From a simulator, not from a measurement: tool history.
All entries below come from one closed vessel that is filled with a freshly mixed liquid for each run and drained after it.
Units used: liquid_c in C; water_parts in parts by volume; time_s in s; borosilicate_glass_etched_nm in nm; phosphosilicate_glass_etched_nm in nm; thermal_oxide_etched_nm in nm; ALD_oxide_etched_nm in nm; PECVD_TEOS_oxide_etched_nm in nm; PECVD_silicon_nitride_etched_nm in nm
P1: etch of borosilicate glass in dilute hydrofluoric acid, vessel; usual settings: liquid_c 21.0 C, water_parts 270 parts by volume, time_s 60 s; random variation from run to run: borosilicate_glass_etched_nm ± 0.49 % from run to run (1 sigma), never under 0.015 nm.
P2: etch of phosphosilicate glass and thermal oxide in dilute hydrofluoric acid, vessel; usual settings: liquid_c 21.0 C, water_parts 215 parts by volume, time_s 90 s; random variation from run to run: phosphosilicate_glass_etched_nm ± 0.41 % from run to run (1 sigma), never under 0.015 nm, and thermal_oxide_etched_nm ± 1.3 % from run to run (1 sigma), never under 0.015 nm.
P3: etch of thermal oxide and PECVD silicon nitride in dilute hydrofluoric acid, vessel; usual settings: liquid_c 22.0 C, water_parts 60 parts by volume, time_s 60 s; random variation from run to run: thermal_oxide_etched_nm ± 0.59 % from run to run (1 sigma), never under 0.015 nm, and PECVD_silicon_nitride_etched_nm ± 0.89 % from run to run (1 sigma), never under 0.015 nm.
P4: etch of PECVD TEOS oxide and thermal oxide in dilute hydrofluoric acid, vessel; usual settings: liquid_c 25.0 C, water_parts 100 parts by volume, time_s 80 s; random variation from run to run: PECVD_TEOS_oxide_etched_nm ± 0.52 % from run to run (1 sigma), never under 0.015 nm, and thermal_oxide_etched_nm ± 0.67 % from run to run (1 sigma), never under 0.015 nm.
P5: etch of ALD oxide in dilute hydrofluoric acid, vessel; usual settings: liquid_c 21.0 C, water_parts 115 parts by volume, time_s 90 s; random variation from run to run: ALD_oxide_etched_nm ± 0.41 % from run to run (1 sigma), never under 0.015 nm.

run	hour	process	liquid_c	water_parts	time_s	borosilicate_glass_etched_nm	phosphosilicate_glass_etched_nm	thermal_oxide_etched_nm	ALD_oxide_etched_nm	PECVD_TEOS_oxide_etched_nm	PECVD_silicon_nitride_etched_nm
1	11.8	P1	21.0	270	60	6.8329					
2	24.3	P1	21.0	270	60	6.9115					
3	40.3	P1	29.0	425	60	4.9586					
4	53.8	P2	25.0	215	90		28.496	1.8291			
5	65.8	P1	17.0	100	60	18.6850					
6	82.1	P1	21.0	460	60	3.4142					
7	90.2	P5	26.5	115	90				14.4000		
8	98.6	P1	17.0	270	60	5.8681					
9	109.4	P4	25.0	100	80			3.9168		17.2910	
10	123.2	P3	22.0	60	60			4.4253			3.1041
11	137.2	P1	21.0	270	60	6.8761					
12	150.8	P3	18.5	60	60			3.8474			2.3713
13	159.1	P5	21.0	115	45				5.7802		
14	175.8	P4	31.0	100	80			4.9227		21.7250	
15	187.8	P1	25.5	270	60	8.1045					
16	204.6	P1	21.0	270	60	6.8307					
17	217.4	P1	21.0	270	30	3.4029					
18	227.0	P1	21.0	270	60	6.8717					
19	244.0	P2	21.0	40	90		161.510	10.4810			
20	260.9	P3	22.0	35	60			7.9236			5.1516
21	270.2	P2	21.0	215	90		24.669	1.6085			
22	280.9	P1	21.0	270	105	11.9930					
23	296.6	P5	21.0	200	90				6.0951		
24	308.9	P4	25.0	100	40			1.9781		8.6906	
25	318.9	P4	25.0	170	80			2.1119		9.2606	
26	326.7	P2	21.0	215	150		41.439	2.7229			
27	338.0	P3	22.0	60	60			4.4600			3.0171
28	348.1	P5	21.0	115	90				11.6480		
29	363.5	P1	21.0	270	60	6.8473					
30	371.5	P1	21.0	135	60	15.7500					
31	382.8	P3	22.0	60	105			7.6996			5.2790
32	399.1	P1	21.0	270	60	6.8854					
33	414.5	P1	21.0	270	60	7.0965					
34	428.8	P1	21.0	270	60	7.1539					
35	437.3	P1	21.0	270	60	7.2398					
36	447.2	P1	21.0	270	60	7.2255					
37	458.6	P1	21.0	270	60	7.2144					
38	471.2	P1	21.0	270	60	7.3081					
39	488.2	P1	21.0	270	60	7.3116					
40	495.6	P1	21.0	270	60	7.3013					
41	507.7	P1	21.0	270	60	7.3086					
42	517.4	P1	21.0	270	60	7.3154					

Something has made what P1 gives creep away from where it was; the 2 causes below, each at its own stated size, fit the log equally well:
A: hydrofluoric acid flow above the setpoint (%) = 5.11
B: liquid hotter than its thermometer reads (K) = 1.72
The process output started creeping at around hour 399.1.

Listed below are the offered check runs, one wafer per run, with question marks in place of results. For which of them would the causes give clearly different outcomes?
check 1	527.1	P5	25.0	115	50				?		
check 2	527.1	P3	22.0	60	85			?			?
check 3	527.1	P4	29.5	100	80			?		?	
check 4	527.1	P2	24.0	135	90		?	?			

How each check would come out, cause by cause:
check	result	if A	if B
check 1	ALD_oxide_etched_nm	7.9842	8.0604
check 2	thermal_oxide_etched_nm	6.6189	6.7347
check 2	PECVD_silicon_nitride_etched_nm	4.5217	4.8382
check 3	thermal_oxide_etched_nm	4.9777	5.0159
check 3	PECVD_TEOS_oxide_etched_nm	21.7540	21.9210
check 4	phosphosilicate_glass_etched_nm	51.000	51.429
check 4	thermal_oxide_etched_nm	3.3096	3.3374
Distance between the nearest two causes, measured in the result of the check that separates them most: check 1 0.95 %; check 2 6.77 %; check 3 0.76 %; check 4 0.84 %
Of the check runs offered, only check 2 discriminates between the causes; the rest would read about the same regardless of which cause applies.

With check 2 done, the readings were: thermal_oxide_etched_nm 6.7890 nm; PECVD_silicon_nitride_etched_nm 4.8100 nm. Identify which of the listed causes applies.

It was cause B: liquid hotter than its thermometer reads (K).
